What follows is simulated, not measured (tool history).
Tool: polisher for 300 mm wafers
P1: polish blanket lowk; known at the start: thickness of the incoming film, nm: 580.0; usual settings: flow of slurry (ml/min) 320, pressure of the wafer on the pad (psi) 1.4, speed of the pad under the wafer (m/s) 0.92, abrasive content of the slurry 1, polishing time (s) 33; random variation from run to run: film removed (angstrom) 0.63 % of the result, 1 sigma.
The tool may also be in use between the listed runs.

run   hour  flow of slurry (ml/min)  pressure of the wafer on the pad (psi)  speed of the pad under the wafer (m/s)  abrasive content of the slurry  polishing time (s)  wafers polished on this pad  hours since the slurry nozzle was cleaned  hours since the head pressure was calibrated  hours since the slurry blender was calibrated  hours since the conditioning disc was replaced  film removed (angstrom)
  1   12.9                      320                                     1.4                                    0.92                               1                  33                          471                                      425.6                                         602.7                                          221.4                                              85                   83.922
  2   22.3                      320                                     1.4                                    0.92                               1                  33                          561                                        435                                         612.1                                          230.8                                            94.4                   84.236
  3   32.8                      320                                     1.4                                    0.92                               1                  33                          661                                      445.5                                         622.6                                          241.3                                           104.9                   83.908
  4   45.8                      320                                     1.4                                    0.64                               1                  33                          785                                      458.5                                         635.6                                          254.3                                           117.9                   62.332
  5   52.8                      320                                     1.4                                    1.44                               1                  33                          852                                      465.5                                         642.6                                          261.3                                           124.9                   118.78
  6   63.9                      320                                     0.6                                    0.92                               1                  33                          957                                      476.6                                         653.7                                          272.4                                             136                   36.234
  7     77                      320                                     1.4                                    0.92                             0.5                  33                         1082                                      489.7                                         666.8                                          285.5                                           149.1                   57.537
  8   83.9                      190                                     1.4                                    0.92                               1                  33                         1148                                      496.6                                         673.7                                          292.4                                             156                   78.754
  9   93.4                      320                                     1.4                                    0.64                             1.2                  33                         1239                                      506.1                                         683.2                                          301.9                                           165.5                   67.681
 10  103.4                      320                                     1.4                                    0.92                             1.2                  33                         1334                                      516.1                                         693.2                                          311.9                                           175.5                   90.693
 11  116.3                      320                                     1.4                                    0.92                               1                  46                         1457                                        529                                         706.1                                          324.8                                           188.4                   115.14
 12  125.6                      485                                     1.4                                    0.92                               1                  33                         1546                                      538.3                                         715.4                                          334.1                                           197.7                   86.241
 13  132.2                      320                                     1.4                                    0.92                               1                  33                         1608                                      544.9                                           722                                          340.7                                           204.3                   82.759
 14  141.2                      320                                     1.4                                    0.92                               1                  15                         1694                                      553.9                                           731                                          349.7                                           213.3                   38.223
 15  153.5                      320                                     2.1                                    0.92                               1                  33                         1811                                      566.2                                         743.3                                            362                                           225.6                    125.9
 16  162.3                      320                                     1.4                                    0.92                               1                  33                         1895                                        575                                         752.1                                          370.8                                           234.4                   83.251
 17  175.5                      320                                     1.4                                    0.92                               1                  33                         2021                                      588.2                                         765.3                                            384                                           247.6                   80.113
 18  187.4                      320                                     1.4                                    0.92                               1                  33                         2135                                      600.1                                         777.2                                          395.9                                           259.5                   78.817
 19  194.6                      320                                     1.4                                    0.92                               1                  33                         2203                                      607.3                                         784.4                                          403.1                                           266.7                    78.42

Forecast run 20:
     202.6  -- slurry nozzle cleaned
 20  205.6                      320                                     1.4                                    0.92                               1                  33                         2308                                          3                                         795.4                                          414.1                                           277.7                        ?

{"run 20": {"film removed (angstrom)": 78.153}}

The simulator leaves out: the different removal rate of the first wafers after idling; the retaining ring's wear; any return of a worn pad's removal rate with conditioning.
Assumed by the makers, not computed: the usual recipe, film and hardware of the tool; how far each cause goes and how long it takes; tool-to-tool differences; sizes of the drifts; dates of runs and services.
